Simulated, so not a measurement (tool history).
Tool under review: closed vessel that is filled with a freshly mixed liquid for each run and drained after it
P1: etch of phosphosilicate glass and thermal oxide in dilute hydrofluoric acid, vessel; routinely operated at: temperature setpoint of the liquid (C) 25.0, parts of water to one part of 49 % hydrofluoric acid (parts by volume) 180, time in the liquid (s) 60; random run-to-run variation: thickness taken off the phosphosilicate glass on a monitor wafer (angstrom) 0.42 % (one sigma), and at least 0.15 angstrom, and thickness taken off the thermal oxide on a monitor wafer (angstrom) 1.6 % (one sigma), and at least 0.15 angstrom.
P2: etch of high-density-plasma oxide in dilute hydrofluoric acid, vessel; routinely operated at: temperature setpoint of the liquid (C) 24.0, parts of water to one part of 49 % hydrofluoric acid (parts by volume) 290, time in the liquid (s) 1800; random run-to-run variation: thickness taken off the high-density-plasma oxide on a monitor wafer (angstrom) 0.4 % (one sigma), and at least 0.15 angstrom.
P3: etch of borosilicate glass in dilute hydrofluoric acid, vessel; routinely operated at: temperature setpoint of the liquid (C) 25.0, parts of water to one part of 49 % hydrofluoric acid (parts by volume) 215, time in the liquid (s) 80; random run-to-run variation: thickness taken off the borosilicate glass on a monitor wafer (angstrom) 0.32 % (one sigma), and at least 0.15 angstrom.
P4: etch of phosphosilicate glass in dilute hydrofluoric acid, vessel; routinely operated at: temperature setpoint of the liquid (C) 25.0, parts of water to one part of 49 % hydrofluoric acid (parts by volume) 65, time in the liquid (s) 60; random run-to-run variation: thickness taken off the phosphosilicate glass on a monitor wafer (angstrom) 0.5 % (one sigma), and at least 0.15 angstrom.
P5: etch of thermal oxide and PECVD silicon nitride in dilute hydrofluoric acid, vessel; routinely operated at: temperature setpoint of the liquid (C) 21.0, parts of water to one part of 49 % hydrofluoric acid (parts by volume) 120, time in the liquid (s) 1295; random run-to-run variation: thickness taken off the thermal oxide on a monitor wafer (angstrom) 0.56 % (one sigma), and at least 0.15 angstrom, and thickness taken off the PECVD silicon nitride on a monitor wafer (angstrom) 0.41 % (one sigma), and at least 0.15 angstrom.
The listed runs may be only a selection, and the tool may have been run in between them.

run	hour	process that ran	temperature setpoint of the liquid (C)	parts of water to one part of 49 % hydrofluoric acid (parts by volume)	time in the liquid (s)	hours since the thermometer was replaced	hours since the hydrofluoric acid flow meter was replaced	thickness taken off the phosphosilicate glass on a monitor wafer (angstrom)	thickness taken off the thermal oxide on a monitor wafer (angstrom)	thickness taken off the PECVD silicon nitride on a monitor wafer (angstrom)	thickness taken off the borosilicate glass on a monitor wafer (angstrom)	thickness taken off the high-density-plasma oxide on a monitor wafer (angstrom)
1	5.4	P1	25.0	180	60	429.7	275.9	632.62	16.2870			
2	11.8	P1	25.0	180	60	436.1	282.3	630.62	16.1250			
3	15.0	P4	25.0	115	60	439.3	285.5	854.52				
4	20.5	P1	30.0	180	60	444.8	291.0	754.36	19.3680			
5	25.9	P1	25.0	105	60	450.2	296.4	1182.30	30.3710			
6	30.1	P5	21.0	120	1295	454.4	300.6		423.3100	472.24		
7	36.5	P1	25.0	275	60	460.8	307.0	372.96	9.7128			
8	41.3	P1	25.0	180	120	465.6	311.8	1266.40	32.1700			
9	44.5	P1	21.0	180	60	468.8	315.0	545.52	13.8690			
10	47.8	P4	25.0	65	115	472.1	318.3	3070.00				
11	51.2	P1	25.0	180	60	475.5	321.7	633.64	15.9740			
12	55.3	P1	25.0	180	30	479.6	325.8	315.61	8.2609			
13	59.1	P3	25.0	380	80	483.4	329.6				42.124	
14	62.5	P3	18.0	215	80	486.8	333.0				67.479	
15	67.5	P2	24.0	290	1800	491.8	338.0					259.43
16	71.7	P3	25.0	215	120	496.0	342.2				131.720	
17	76.6	P5	17.5	120	1295	500.9	347.1		366.1200	377.15		
18	80.1	P4	32.5	65	60	504.4	350.6	2158.00				
19	84.7	P3	25.0	215	80	509.0	355.2				87.845	
20	89.0	P1	21.5	180	85	513.3	359.5	787.02	20.3240			
21	95.0	P3	25.0	215	80	519.3	365.5				87.671	

Estimate the outcome of run 22 from the log above:
22	99.3	P2	24.0	290	2730	523.6	369.8					?

thickness taken off the high-density-plasma oxide on a monitor wafer (angstrom): 392.76
